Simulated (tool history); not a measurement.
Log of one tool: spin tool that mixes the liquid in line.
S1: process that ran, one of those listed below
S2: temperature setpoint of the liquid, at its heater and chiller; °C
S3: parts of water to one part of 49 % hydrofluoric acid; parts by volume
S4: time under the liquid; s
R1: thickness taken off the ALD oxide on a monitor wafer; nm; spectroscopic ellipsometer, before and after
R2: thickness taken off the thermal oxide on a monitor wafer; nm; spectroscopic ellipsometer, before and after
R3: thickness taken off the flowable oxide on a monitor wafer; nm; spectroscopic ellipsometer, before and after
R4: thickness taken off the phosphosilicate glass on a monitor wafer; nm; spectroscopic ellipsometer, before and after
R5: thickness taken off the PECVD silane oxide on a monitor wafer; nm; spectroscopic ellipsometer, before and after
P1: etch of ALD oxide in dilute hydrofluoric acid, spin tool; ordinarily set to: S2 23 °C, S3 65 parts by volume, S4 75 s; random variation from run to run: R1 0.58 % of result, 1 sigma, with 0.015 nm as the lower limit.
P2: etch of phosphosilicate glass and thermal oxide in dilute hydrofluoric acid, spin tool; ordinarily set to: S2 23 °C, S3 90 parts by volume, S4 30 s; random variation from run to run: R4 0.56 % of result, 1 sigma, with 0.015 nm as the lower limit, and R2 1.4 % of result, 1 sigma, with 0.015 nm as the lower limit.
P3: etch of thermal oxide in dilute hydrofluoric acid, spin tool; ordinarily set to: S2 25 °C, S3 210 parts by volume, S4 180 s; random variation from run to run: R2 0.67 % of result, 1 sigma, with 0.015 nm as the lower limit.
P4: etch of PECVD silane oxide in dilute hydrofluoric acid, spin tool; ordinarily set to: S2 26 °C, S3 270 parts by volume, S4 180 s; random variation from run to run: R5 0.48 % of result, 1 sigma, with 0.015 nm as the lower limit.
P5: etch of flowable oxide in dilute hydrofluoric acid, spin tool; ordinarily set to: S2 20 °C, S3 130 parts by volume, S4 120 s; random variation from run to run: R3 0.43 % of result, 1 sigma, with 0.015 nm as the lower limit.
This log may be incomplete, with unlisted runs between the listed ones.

Run 1, day 0.554: S1 P1, S2 23 °C, S3 65 parts by volume, S4 75 s. Result: R1 22.093 nm.
Run 2, day 1.025: S1 P3, S2 25 °C, S3 210 parts by volume, S4 15 s. Result: R2 0.33771 nm.
Run 3, day 1.6: S1 P1, S2 23 °C, S3 65 parts by volume, S4 75 s. Result: R1 22.192 nm.
Run 4, day 2.138: S1 P5, S2 20 °C, S3 130 parts by volume, S4 120 s. Result: R3 45.45 nm.
Run 5, day 2.742: S1 P3, S2 32.5 °C, S3 210 parts by volume, S4 180 s. Result: R2 5.1509 nm.
Run 6, day 3.35: S1 P1, S2 23 °C, S3 35 parts by volume, S4 75 s. Result: R1 42.273 nm.
Run 7, day 3.65: S1 P3, S2 25 °C, S3 210 parts by volume, S4 180 s. Result: R2 4.0048 nm.
Run 8, day 4.1: S1 P1, S2 23 °C, S3 65 parts by volume, S4 75 s. Result: R1 21.904 nm.
Run 9, day 4.588: S1 P2, S2 23 °C, S3 90 parts by volume, S4 30 s. Result: R2 1.5451 nm, R4 33.151 nm.
Run 10, day 4.958: S1 P1, S2 17.5 °C, S3 65 parts by volume, S4 35 s. Result: R1 8.1475 nm.
Run 11, day 5.4: S1 P1, S2 23 °C, S3 65 parts by volume, S4 40 s. Result: R1 11.802 nm.
Run 12, day 5.971: S1 P4, S2 26 °C, S3 270 parts by volume, S4 270 s. Result: R5 17.536 nm.
Run 13, day 6.492: S1 P4, S2 18 °C, S3 270 parts by volume, S4 180 s. Result: R5 8.6745 nm.
Run 14, day 6.921: S1 P1, S2 19 °C, S3 65 parts by volume, S4 75 s. Result: R1 18.782 nm.
Run 15, day 7.504: S1 P2, S2 23 °C, S3 90 parts by volume, S4 30 s. Result: R2 1.5411 nm, R4 32.767 nm.
Run 16, day 8.038: S1 P5, S2 28 °C, S3 130 parts by volume, S4 120 s. Result: R3 62.126 nm.
Run 17, day 8.442: S1 P5, S2 20 °C, S3 70 parts by volume, S4 120 s. Result: R3 90.531 nm.
Run 18, day 9.05: S1 P3, S2 25 °C, S3 210 parts by volume, S4 180 s. Result: R2 4.0004 nm.
Run 19, day 9.521: S1 P4, S2 26 °C, S3 270 parts by volume, S4 180 s. Result: R5 11.652 nm.
Run 20, day 10.142: S1 P1, S2 23 °C, S3 100 parts by volume, S4 75 s. Result: R1 13.929 nm.
Run 21, day 10.467: S1 P1, S2 29.5 °C, S3 65 parts by volume, S4 75 s. Result: R1 28.322 nm.
Run 22, day 10.817: S1 P1, S2 23 °C, S3 65 parts by volume, S4 145 s. Result: R1 42.718 nm.
Run 23, day 11.1: S1 P1, S2 23 °C, S3 65 parts by volume, S4 75 s. Result: R1 22.157 nm.
Run 24, day 11.492: S1 P2, S2 30.5 °C, S3 90 parts by volume, S4 30 s. Result: R2 2.1118 nm, R4 44.706 nm.
Run 25, day 11.912: S1 P2, S2 23 °C, S3 35 parts by volume, S4 30 s. Result: R2 4.2793 nm, R4 90.558 nm.
Run 26, day 12.329: S1 P3, S2 25 °C, S3 80 parts by volume, S4 180 s. Result: R2 12.169 nm.
Run 27, day 12.888: S1 P1, S2 23 °C, S3 65 parts by volume, S4 75 s. Result: R1 22.162 nm.
Run 28, day 13.525: S1 P2, S2 23 °C, S3 90 parts by volume, S4 45 s. Result: R2 2.3173 nm, R4 49.675 nm.
Run 29, day 14.125: S1 P5, S2 20 °C, S3 130 parts by volume, S4 170 s. Result: R3 65.184 nm.
Run 30, day 14.458: S1 P4, S2 26 °C, S3 490 parts by volume, S4 180 s. Result: R5 5.2075 nm.
Run 31, day 14.817: S1 P1, S2 17 °C, S3 65 parts by volume, S4 105 s. Result: R1 24.208 nm.
Run 32, day 15.129: S1 P1, S2 23 °C, S3 65 parts by volume, S4 75 s. Result: R1 22.211 nm.
Run 33, day 15.738: S1 P1, S2 23 °C, S3 65 parts by volume, S4 75 s. Result: R1 22.81 nm.
Run 34, day 16.146: S1 P1, S2 23 °C, S3 65 parts by volume, S4 75 s. Result: R1 23.404 nm.
Run 35, day 16.675: S1 P1, S2 23 °C, S3 65 parts by volume, S4 75 s. Result: R1 23.331 nm.
Run 36, day 17.312: S1 P1, S2 23 °C, S3 65 parts by volume, S4 75 s. Result: R1 23.711 nm.
Run 37, day 17.617: S1 P1, S2 23 °C, S3 65 parts by volume, S4 75 s. Result: R1 23.588 nm.
Run 38, day 18.038: S1 P1, S2 23 °C, S3 65 parts by volume, S4 75 s. Result: R1 23.569 nm.
Run 39, day 18.504: S1 P1, S2 23 °C, S3 65 parts by volume, S4 75 s. Result: R1 23.888 nm.
Run 40, day 18.846: S1 P1, S2 23 °C, S3 65 parts by volume, S4 75 s. Result: R1 23.758 nm.
Run 41, day 19.354: S1 P1, S2 23 °C, S3 65 parts by volume, S4 75 s. Result: R1 23.666 nm.

The output of P1 has drifted from where it used to be. Each of the 2 causes below, taken at the size shown beside it, accounts for the log equally well:
A: hydrofluoric acid flow above the setpoint (%) = 6.74
B: liquid hotter than its thermometer reads (K) = 1.74
The gradual shift began around day 15.129.

Listed below are the offered check runs, one wafer per run, with question marks in place of results. For which of them would the causes give clearly different outcomes?
Run check 1, day 19.862: S1 P4, S2 26 °C, S3 445 parts by volume, S4 180 s. Result: R5 ?.
Run check 2, day 19.862: S1 P3, S2 25 °C, S3 150 parts by volume, S4 105 s. Result: R2 ?.
Run check 3, day 19.862: S1 P2, S2 27.5 °C, S3 40 parts by volume, S4 30 s. Result: R2 ?, R4 ?.
Run check 4, day 19.862: S1 P5, S2 27 °C, S3 130 parts by volume, S4 120 s. Result: R3 ?.

If the cause were each of the candidates in turn, the checks would give the following:
  check  result    if A    if B
check 1      R5  6.5321  6.2942
check 2      R2   3.751  3.7096
check 3      R2  4.8256  4.8293
check 3      R4  102.22   102.3
check 4      R3  65.038  64.347
How far apart the two closest causes lie, in the result that separates them most: check 1 3.71 %; check 2 1.11 %; check 3 0.08 %; check 4 1.07 %
The causes can be told apart only by check 1. The other checks would give nearly the same results under each of them.

With check 1 done, the readings were: R5 6.5482 nm. Identify which of the listed causes applies.

It was cause A: hydrofluoric acid flow above the setpoint (%).
